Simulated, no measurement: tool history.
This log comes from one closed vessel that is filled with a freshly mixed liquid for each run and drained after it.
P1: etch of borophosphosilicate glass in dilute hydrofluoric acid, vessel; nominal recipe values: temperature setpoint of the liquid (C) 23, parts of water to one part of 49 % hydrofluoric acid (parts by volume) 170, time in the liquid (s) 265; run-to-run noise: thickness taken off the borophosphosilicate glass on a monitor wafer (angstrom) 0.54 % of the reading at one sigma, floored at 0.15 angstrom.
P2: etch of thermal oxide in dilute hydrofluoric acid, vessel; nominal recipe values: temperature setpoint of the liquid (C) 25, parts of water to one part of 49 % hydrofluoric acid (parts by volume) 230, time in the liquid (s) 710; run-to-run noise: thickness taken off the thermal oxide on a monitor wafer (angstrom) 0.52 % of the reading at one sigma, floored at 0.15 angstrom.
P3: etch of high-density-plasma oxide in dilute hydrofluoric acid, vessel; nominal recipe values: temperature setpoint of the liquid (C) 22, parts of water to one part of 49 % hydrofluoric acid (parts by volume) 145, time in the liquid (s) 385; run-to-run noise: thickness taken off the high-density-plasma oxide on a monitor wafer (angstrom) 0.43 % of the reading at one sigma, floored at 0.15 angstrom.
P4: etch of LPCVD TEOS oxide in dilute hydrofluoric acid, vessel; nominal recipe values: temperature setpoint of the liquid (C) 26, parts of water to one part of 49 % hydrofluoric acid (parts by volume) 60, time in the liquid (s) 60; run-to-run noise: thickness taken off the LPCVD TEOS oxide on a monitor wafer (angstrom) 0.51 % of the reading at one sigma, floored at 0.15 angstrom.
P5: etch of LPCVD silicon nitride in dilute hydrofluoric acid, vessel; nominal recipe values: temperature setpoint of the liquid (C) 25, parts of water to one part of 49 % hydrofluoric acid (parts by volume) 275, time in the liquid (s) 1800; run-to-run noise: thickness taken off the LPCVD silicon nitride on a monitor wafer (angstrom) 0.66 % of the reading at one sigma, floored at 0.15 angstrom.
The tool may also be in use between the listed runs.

run	hour	process that ran	temperature setpoint of the liquid (C)	parts of water to one part of 49 % hydrofluoric acid (parts by volume)	time in the liquid (s)	thickness taken off the borophosphosilicate glass on a monitor wafer (angstrom)	thickness taken off the thermal oxide on a monitor wafer (angstrom)	thickness taken off the LPCVD TEOS oxide on a monitor wafer (angstrom)	thickness taken off the LPCVD silicon nitride on a monitor wafer (angstrom)	thickness taken off the high-density-plasma oxide on a monitor wafer (angstrom)
1	5.3	P1	23	170	265	350.94				
2	12.2	P1	18.5	170	265	293.1				
3	18.2	P2	20	230	710		103.4			
4	22	P2	25	230	1350		234.23			
5	26.9	P1	23	170	265	350.81				
6	30.5	P1	23	80	265	827.5				
7	38.6	P1	23	170	65	86.038				
8	45.5	P1	23	170	525	696.9				
9	50.7	P1	23	290	265	182.75				
10	58.1	P4	26	60	60			364.71		
11	63.8	P1	23	170	265	353.24				
12	71.7	P1	23	170	265	352.51				
13	78	P5	25	275	1800				33.72	
14	83.5	P3	22	50	385					520.64
15	87.3	P1	23	245	520	442.35				
16	91.8	P2	25	230	710		124.81			
17	96.3	P1	23	170	265	348.86				
18	101.8	P3	22	145	710					295.79
19	105.5	P4	26	60	85			517.16		
20	112.5	P3	22	145	385					158.11
21	117.6	P4	32.5	60	60			474.64		
22	125.7	P5	25	275	3145				57.7	
23	130.8	P5	25	100	1800				90.626	
24	134.5	P3	17	145	385					131.71
25	139.7	P3	22	145	385					160.35
26	145.5	P4	26	60	60			368.76		
27	152.6	P1	23	170	265	353.79				
28	158.3	P4	26	90	60			234.63		
29	164.3	P2	25	145	710		216.73			
30	171.6	P2	25	230	710		125.52			
31	178.4	P1	23	170	265	353.16				
32	186.5	P5	17	275	1800				20.023	
33	191.8	P1	17	245	265	181.31				
34	196.1	P1	27	170	265	412.44				
35	202.8	P1	23	170	265	350.7				
36	206.6	P1	23	170	265	360.96				
37	212.1	P1	23	170	265	366.46				
38	217.7	P1	23	170	265	373.89				
39	223.3	P1	23	170	265	377.42				
40	228	P1	23	170	265	377.55				
41	233.5	P1	23	170	265	380.37				
42	237.3	P1	23	170	265	380.48				
43	241.4	P1	23	170	265	380.46				
44	247.3	P1	23	170	265	381.5				
45	252.9	P1	23	170	265	380.57				
46	257.5	P1	23	170	265	384.56				

P1 no longer gives what it gave before; its output has crept away from where it was. The following 2 causes, each at its listed size, fit the log equally well:
A: hydrofluoric acid flow above the setpoint (%) = 7.35
B: liquid hotter than its thermometer reads (K) = 2.23
The creep began at about hour 202.8.

Listed below are the offered check runs, one wafer per run, with question marks in place of results. For which of them would the causes give clearly different outcomes?
check 1	262.1	P5	17	120	1800				?	
check 2	262.1	P4	29	60	60			?		
check 3	262.1	P2	25	230	1320		?			
check 4	262.1	P3	22	105	385					?

What each check would give under each cause:
check	result	if A	if B
check 1	thickness taken off the LPCVD silicon nitride on a monitor wafer (angstrom)	47.591	51.783
check 2	thickness taken off the LPCVD TEOS oxide on a monitor wafer (angstrom)	445.77	450.05
check 3	thickness taken off the thermal oxide on a monitor wafer (angstrom)	252.01	249.77
check 4	thickness taken off the high-density-plasma oxide on a monitor wafer (angstrom)	249.82	252.18
Minimum pairwise separation of causes per check, each pair taken at its best-separating result: check 1 8.44 %; check 2 0.95 %; check 3 0.9 %; check 4 0.94 %
Check 1 tells the causes apart: in the others they would give nearly the same result.

With check 1 done, the readings were: thickness taken off the LPCVD silicon nitride on a monitor wafer (angstrom) 51.922. Identify which of the listed causes applies.

The cause is B: liquid hotter than its thermometer reads (K).

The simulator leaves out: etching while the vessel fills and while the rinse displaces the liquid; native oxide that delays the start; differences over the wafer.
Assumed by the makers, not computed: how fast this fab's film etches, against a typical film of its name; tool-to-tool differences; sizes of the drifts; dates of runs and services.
